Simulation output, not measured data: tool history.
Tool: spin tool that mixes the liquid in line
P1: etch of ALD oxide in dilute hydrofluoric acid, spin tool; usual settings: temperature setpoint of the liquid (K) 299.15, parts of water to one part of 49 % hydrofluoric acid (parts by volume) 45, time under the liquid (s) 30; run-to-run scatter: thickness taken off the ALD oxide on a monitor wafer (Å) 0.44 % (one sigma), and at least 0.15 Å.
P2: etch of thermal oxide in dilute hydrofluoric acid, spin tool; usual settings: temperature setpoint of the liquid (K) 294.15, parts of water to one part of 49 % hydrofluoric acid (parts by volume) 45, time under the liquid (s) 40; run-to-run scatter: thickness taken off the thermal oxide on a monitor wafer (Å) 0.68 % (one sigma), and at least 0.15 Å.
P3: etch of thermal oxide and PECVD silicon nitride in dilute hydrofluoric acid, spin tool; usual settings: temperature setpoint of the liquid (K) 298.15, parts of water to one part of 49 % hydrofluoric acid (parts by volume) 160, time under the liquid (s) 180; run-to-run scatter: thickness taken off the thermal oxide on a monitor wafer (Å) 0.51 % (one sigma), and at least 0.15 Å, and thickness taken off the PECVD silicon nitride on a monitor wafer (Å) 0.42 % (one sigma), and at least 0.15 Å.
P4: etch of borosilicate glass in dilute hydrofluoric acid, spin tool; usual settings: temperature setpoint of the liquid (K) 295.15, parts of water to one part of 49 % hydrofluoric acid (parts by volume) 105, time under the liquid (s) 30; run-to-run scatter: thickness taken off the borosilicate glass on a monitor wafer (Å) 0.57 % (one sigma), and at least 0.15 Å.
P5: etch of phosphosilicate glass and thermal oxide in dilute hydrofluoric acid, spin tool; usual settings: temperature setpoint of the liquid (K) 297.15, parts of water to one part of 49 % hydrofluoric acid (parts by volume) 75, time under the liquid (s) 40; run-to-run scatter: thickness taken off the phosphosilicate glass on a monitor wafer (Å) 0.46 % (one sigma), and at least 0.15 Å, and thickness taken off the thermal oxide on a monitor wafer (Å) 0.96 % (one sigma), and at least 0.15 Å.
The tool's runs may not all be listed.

run     day  process that ran  temperature setpoint of the liquid (K)  parts of water to one part of 49 % hydrofluoric acid (parts by volume)  time under the liquid (s)  hours since the thermometer was replaced  hours since the hydrofluoric acid flow meter was replaced  thickness taken off the ALD oxide on a monitor wafer (Å)  thickness taken off the thermal oxide on a monitor wafer (Å)  thickness taken off the PECVD silicon nitride on a monitor wafer (Å)  thickness taken off the borosilicate glass on a monitor wafer (Å)  thickness taken off the phosphosilicate glass on a monitor wafer (Å)
  1   0.388                P1                                  299.15                                                                      45                         30                                    1261.4                                                      483.0                                                   152.920
  2   0.746                P3                                  298.15                                                                     160                        180                                    1270.0                                                      491.6                                                                                                                  51.149                                                                67.961
  3   1.121                P3                                  292.65                                                                     160                        180                                    1279.0                                                      500.6                                                                                                                  41.764                                                                47.254
  4   1.388                P4                                  295.15                                                                     105                         55                                    1285.4                                                      507.0                                                                                                                                                                                                                                                          163.840
  5   1.608                P1                                  293.15                                                                      45                         30                                    1290.7                                                      512.3                                                   118.420
  6   1.808                P2                                  294.15                                                                      45                         40                                    1295.5                                                      517.1                                                                                                                  39.965
  7   2.058                P5                                  297.15                                                                     140                         40                                    1301.5                                                      523.1                                                                                                                  12.805                                                                                                                                                                                                         166.01
  8   2.458                P1                                  299.15                                                                      45                         30                                    1311.1                                                      532.7                                                   154.160
  9   2.675                P1                                  299.15                                                                      45                         30                                    1316.3                                                      537.9                                                   152.720
 10   2.967                P4                                  290.15                                                                     105                         30                                    1323.3                                                      544.9                                                                                                                                                                                                                                                           73.163
 11   3.342                P4                                  295.15                                                                     170                         30                                    1332.3                                                      553.9                                                                                                                                                                                                                                                           51.491
 12   3.546                P5                                  297.15                                                                      75                         15                                    1337.2                                                      558.8                                                                                                                  10.329                                                                                                                                                                                                         124.91
 13   3.967                P3                                  298.15                                                                      40                        180                                    1347.3                                                      568.9                                                                                                                 240.100                                                               266.530
 14   4.350                P5                                  297.15                                                                      75                         40                                    1356.5                                                      578.1                                                                                                                  26.509                                                                                                                                                                                                         335.39
 15   4.575                P1                                  303.15                                                                      45                         30                                    1361.9                                                      583.5                                                   180.630
 16   5.017                P2                                  290.15                                                                      45                         40                                    1372.5                                                      594.1                                                                                                                  33.790
 17   5.358                P1                                  299.15                                                                      25                         50                                    1380.7                                                      602.3                                                   474.630
 18   5.604                P1                                  299.15                                                                      20                         45                                    1386.6                                                      608.2                                                   540.130
 19   6.000                P2                                  294.15                                                                      45                         75                                    1396.1                                                      617.7                                                                                                                  74.532
 20   6.296                P4                                  295.15                                                                     105                         30                                    1403.2                                                      624.8                                                                                                                                                                                                                                                           90.272
 21   6.550                P1                                  299.15                                                                      45                         30                                    1409.3                                                      630.9                                                   153.830
 22   6.975                P1                                  299.15                                                                      65                         30                                    1419.5                                                      641.1                                                   103.950
      7.362  -- thermometer replaced
 23   7.404                P1                                  303.65                                                                      20                         30                                       1.1                                                      651.4                                                   430.150
 24   7.850                P1                                  299.15                                                                      45                         30                                      11.8                                                      662.1                                                   153.880
 25   8.071                P1                                  299.15                                                                      20                         30                                      17.1                                                      667.4                                                   356.730
 26   8.433                P5                                  291.65                                                                      75                         40                                      25.8                                                      676.1                                                                                                                  20.967                                                                                                                                                                                                         267.46
 27   8.767                P3                                  298.15                                                                     160                         45                                      33.8                                                      684.1                                                                                                                  12.799                                                                17.005
 28   9.104                P2                                  294.15                                                                      70                         40                                      41.9                                                      692.2                                                                                                                  24.785
 29   9.454                P1                                  299.15                                                                      45                         15                                      50.3                                                      700.6                                                    76.577
 30   9.667                P1                                  299.15                                                                      45                         55                                      55.4                                                      705.7                                                   281.530
 31  10.038                P1                                  299.15                                                                      45                         30                                      64.3                                                      714.6                                                   152.230
 32  10.462                P1                                  299.15                                                                      45                         30                                      74.5                                                      724.8                                                   153.120
 33  10.700                P1                                  299.15                                                                      45                         30                                      80.2                                                      730.5                                                   149.390
 34  10.971                P1                                  299.15                                                                      45                         30                                      86.7                                                      737.0                                                   148.960
 35  11.283                P1                                  299.15                                                                      45                         30                                      94.2                                                      744.5                                                   147.520
 36  11.667                P1                                  299.15                                                                      45                         30                                     103.4                                                      753.7                                                   145.870
 37  11.933                P1                                  299.15                                                                      45                         30                                     109.8                                                      760.1                                                   144.980
 38  12.146                P1                                  299.15                                                                      45                         30                                     114.9                                                      765.2                                                   145.320
 39  12.571                P1                                  299.15                                                                      45                         30                                     125.1                                                      775.4                                                   144.760
 40  12.825                P1                                  299.15                                                                      45                         30                                     131.2                                                      781.5                                                   144.970
 41  13.038                P1                                  299.15                                                                      45                         30                                     136.3                                                      786.6                                                   145.320

What P1 gives has crept away from where it was. These 2 causes fit the log equally well, each at the size given:
A: liquid colder than its thermometer reads (K) = 1.46
B: hydrofluoric acid flow below the setpoint (%) = 5.43
The creep began at about day 10.462.

4 check runs are offered, one wafer each, their results left as question marks. Which one tells the causes apart?
check 1  13.250                P4                                  290.15                                                                     105                         55                                                                                                                                                                                                                                                                                                                                                                     ?
check 2  13.250                P5                                  297.15                                                                      75                         15                                                                                                                                                                                                                            ?                                                                                                                                                                                                              ?
check 3  13.250                P2                                  294.15                                                                      65                         70                                                                                                                                                                                                                            ?
check 4  13.250                P3                                  294.15                                                                      45                        180                                                                                                                                                                                                                            ?                                                                     ?

What each check would give under each cause:
  check                                                                result      if A      if B
check 1     thickness taken off the borosilicate glass on a monitor wafer (Å)   125.720   125.690
check 2          thickness taken off the thermal oxide on a monitor wafer (Å)    9.2780    9.2588
check 2  thickness taken off the phosphosilicate glass on a monitor wafer (Å)    118.54    118.30
check 3          thickness taken off the thermal oxide on a monitor wafer (Å)   44.5300   44.5730
check 4          thickness taken off the thermal oxide on a monitor wafer (Å)  168.1200  168.6500
check 4  thickness taken off the PECVD silicon nitride on a monitor wafer (Å)   163.590   171.500
How far apart the two closest causes lie, in the result that separates them most: check 1 0.02 %; check 2 0.21 %; check 3 0.09 %; check 4 4.72 %
Check 4 tells the causes apart: in the others they would give nearly the same result.

Check 4 was then run and gave: thickness taken off the thermal oxide on a monitor wafer (Å) 168.8600; thickness taken off the PECVD silicon nitride on a monitor wafer (Å) 171.570. Which cause is it?

It is B: hydrofluoric acid flow below the setpoint (%).
